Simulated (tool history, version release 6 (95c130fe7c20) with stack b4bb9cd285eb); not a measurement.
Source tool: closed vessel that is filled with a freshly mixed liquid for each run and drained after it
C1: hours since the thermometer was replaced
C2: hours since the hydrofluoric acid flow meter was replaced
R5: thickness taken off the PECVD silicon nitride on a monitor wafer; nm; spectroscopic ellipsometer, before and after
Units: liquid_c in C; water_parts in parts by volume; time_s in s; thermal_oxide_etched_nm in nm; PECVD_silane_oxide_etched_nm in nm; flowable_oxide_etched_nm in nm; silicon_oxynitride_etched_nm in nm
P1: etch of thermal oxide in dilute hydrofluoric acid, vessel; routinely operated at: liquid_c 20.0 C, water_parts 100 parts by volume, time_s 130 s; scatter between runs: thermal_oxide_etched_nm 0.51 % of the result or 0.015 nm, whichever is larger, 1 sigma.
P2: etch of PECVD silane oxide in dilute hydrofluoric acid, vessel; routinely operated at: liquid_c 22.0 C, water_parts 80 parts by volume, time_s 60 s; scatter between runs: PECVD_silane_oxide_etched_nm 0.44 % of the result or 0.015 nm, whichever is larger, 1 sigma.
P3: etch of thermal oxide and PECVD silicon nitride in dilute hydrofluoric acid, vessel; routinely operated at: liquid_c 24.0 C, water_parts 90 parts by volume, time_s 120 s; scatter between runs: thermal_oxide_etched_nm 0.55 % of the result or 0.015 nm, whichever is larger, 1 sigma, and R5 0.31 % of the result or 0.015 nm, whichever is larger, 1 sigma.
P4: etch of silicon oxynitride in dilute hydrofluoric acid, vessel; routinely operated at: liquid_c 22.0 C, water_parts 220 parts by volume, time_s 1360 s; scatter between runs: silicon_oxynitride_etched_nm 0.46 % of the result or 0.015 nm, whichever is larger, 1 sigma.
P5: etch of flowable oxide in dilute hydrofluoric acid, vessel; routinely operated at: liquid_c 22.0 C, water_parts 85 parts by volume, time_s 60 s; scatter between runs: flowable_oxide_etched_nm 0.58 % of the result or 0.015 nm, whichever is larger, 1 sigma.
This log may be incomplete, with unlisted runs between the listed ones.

run 1 day=0.250 | process=P1 liquid_c=20.0 water_parts=100 time_s=130 | C1=396.0 C2=422.1 | thermal_oxide_etched_nm=5.3735
run 2 day=0.525 | process=P1 liquid_c=20.0 water_parts=100 time_s=50 | C1=402.6 C2=428.7 | thermal_oxide_etched_nm=2.0561
run 3 day=0.688 | process=P1 liquid_c=20.0 water_parts=100 time_s=130 | C1=406.5 C2=432.6 | thermal_oxide_etched_nm=5.4057
run 4 day=0.950 | process=P2 liquid_c=22.0 water_parts=80 time_s=30 | C1=412.8 C2=438.9 | PECVD_silane_oxide_etched_nm=17.269
run 5 day=1.154 | process=P2 liquid_c=22.0 water_parts=80 time_s=60 | C1=417.7 C2=443.8 | PECVD_silane_oxide_etched_nm=34.110
run 6 day=1.333 | process=P5 liquid_c=22.0 water_parts=125 time_s=60 | C1=422.0 C2=448.1 | flowable_oxide_etched_nm=22.033
run 7 day=1.529 | process=P1 liquid_c=20.0 water_parts=145 time_s=130 | C1=426.7 C2=452.8 | thermal_oxide_etched_nm=3.5310
run 8 day=1.671 | process=P1 liquid_c=20.0 water_parts=100 time_s=130 | C1=430.1 C2=456.2 | thermal_oxide_etched_nm=5.3723
run 9 day=1.958 | process=P4 liquid_c=22.0 water_parts=220 time_s=2705 | C1=437.0 C2=463.1 | silicon_oxynitride_etched_nm=18.1680
run 10 day=2.242 | process=P2 liquid_c=26.5 water_parts=80 time_s=60 | C1=443.8 C2=469.9 | PECVD_silane_oxide_etched_nm=40.928
run 11 day=2.542 | process=P3 liquid_c=24.0 water_parts=90 time_s=120 | C1=451.0 C2=477.1 | thermal_oxide_etched_nm=6.2562 R5=7.6180
run 12 day=2.796 | process=P1 liquid_c=20.0 water_parts=100 time_s=130 | C1=457.1 C2=483.2 | thermal_oxide_etched_nm=5.3538
run 13 day=3.038 | process=P3 liquid_c=18.0 water_parts=90 time_s=120 | C1=462.9 C2=489.0 | thermal_oxide_etched_nm=4.8340 R5=5.0341
run 14 day=3.200 | process=P3 liquid_c=24.0 water_parts=90 time_s=120 | C1=466.8 C2=492.9 | thermal_oxide_etched_nm=6.2342 R5=7.5818
run 15 day=3.475 | process=P1 liquid_c=20.0 water_parts=100 time_s=130 | C1=473.4 C2=499.5 | thermal_oxide_etched_nm=5.3113
run 16 day=3.758 | process=P4 liquid_c=22.0 water_parts=220 time_s=1360 | C1=480.2 C2=506.3 | silicon_oxynitride_etched_nm=9.1595
run 17 day=4.025 | process=P1 liquid_c=20.0 water_parts=65 time_s=220 | C1=486.6 C2=512.7 | thermal_oxide_etched_nm=14.6120
run 18 day=4.271 | process=P1 liquid_c=20.0 water_parts=20 time_s=130 | C1=492.5 C2=518.6 | thermal_oxide_etched_nm=29.6170
run 19 day=4.571 | process=P5 liquid_c=17.0 water_parts=85 time_s=60 | C1=499.7 C2=525.8 | flowable_oxide_etched_nm=27.713
run 20 day=4.817 | process=P1 liquid_c=20.0 water_parts=100 time_s=235 | C1=505.6 C2=531.7 | thermal_oxide_etched_nm=9.6580
run 21 day=5.054 | process=P4 liquid_c=28.5 water_parts=220 time_s=1360 | C1=511.3 C2=537.4 | silicon_oxynitride_etched_nm=12.1620

Estimate the outcome of run 22 from the log above:
run 22 day=5.242 | process=P1 liquid_c=20.0 water_parts=100 time_s=130 | C1=515.8 C2=541.9 | thermal_oxide_etched_nm=?

Run 22 came out at thermal_oxide_etched_nm 5.3529 nm.
